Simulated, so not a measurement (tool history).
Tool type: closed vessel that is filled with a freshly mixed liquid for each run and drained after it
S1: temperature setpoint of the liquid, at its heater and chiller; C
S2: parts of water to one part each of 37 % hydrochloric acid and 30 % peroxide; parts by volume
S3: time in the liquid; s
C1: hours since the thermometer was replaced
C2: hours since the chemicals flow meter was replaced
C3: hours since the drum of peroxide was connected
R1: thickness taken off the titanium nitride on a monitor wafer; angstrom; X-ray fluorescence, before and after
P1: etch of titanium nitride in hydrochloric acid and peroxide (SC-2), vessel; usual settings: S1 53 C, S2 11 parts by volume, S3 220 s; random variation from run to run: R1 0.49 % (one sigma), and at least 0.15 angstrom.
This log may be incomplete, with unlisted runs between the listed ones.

| run | day | S1 | S2 | S3 | C1 | C2 | C3 | R1 |
|---|---|---|---|---|---|---|---|---|
| 1 | 0.325 | 53 | 11 | 220 | 812.6 | 1260.9 | 213.1 | 58.743 |
| 2 | 1.025 | 53 | 11 | 220 | 829.4 | 1277.7 | 229.9 | 58.303 |
| 3 | 1.533 | 53 | 11 | 220 | 841.6 | 1289.9 | 242.1 | 58.344 |
|  | 1.812 | chemicals flow meter replaced |
| 4 | 2.171 | 53 | 4 | 220 | 856.9 | 8.6 | 257.4 | 127.08 |
| 5 | 2.75 | 53 | 20 | 220 | 870.8 | 22.5 | 271.3 | 34.831 |
|  | 3.008 | new drum of peroxide connected |
| 6 | 3.404 | 53 | 11 | 220 | 886.5 | 38.2 | 9.5 | 58.411 |
| 7 | 3.871 | 67 | 19 | 220 | 897.7 | 49.4 | 20.7 | 86.879 |
| 8 | 4.296 | 53 | 7.5 | 390 | 907.9 | 59.6 | 30.9 | 141.4 |
| 9 | 4.925 | 37.5 | 11 | 220 | 923 | 74.7 | 46 | 19.859 |
| 10 | 5.342 | 53 | 11 | 220 | 933 | 84.7 | 56 | 58.686 |
| 11 | 6.021 | 69 | 11 | 220 | 949.3 | 101 | 72.3 | 158.88 |
| 12 | 6.442 | 53 | 11 | 30 | 959.4 | 111.1 | 82.4 | 7.7424 |
| 13 | 6.829 | 53 | 11 | 385 | 968.7 | 120.4 | 91.7 | 102 |
| 14 | 7.533 | 53 | 11 | 220 | 985.6 | 137.3 | 108.6 | 58.543 |
| 15 | 8.204 | 53 | 11 | 220 | 1001.7 | 153.4 | 124.7 | 56.649 |
| 16 | 8.862 | 53 | 11 | 220 | 1017.5 | 169.2 | 140.5 | 55.306 |

The next listed run, before its measurement:
| 17 | 9.242 | 53 | 11 | 220 | 1026.6 | 178.3 | 149.6 | ? |

R1: 54.514 angstrom

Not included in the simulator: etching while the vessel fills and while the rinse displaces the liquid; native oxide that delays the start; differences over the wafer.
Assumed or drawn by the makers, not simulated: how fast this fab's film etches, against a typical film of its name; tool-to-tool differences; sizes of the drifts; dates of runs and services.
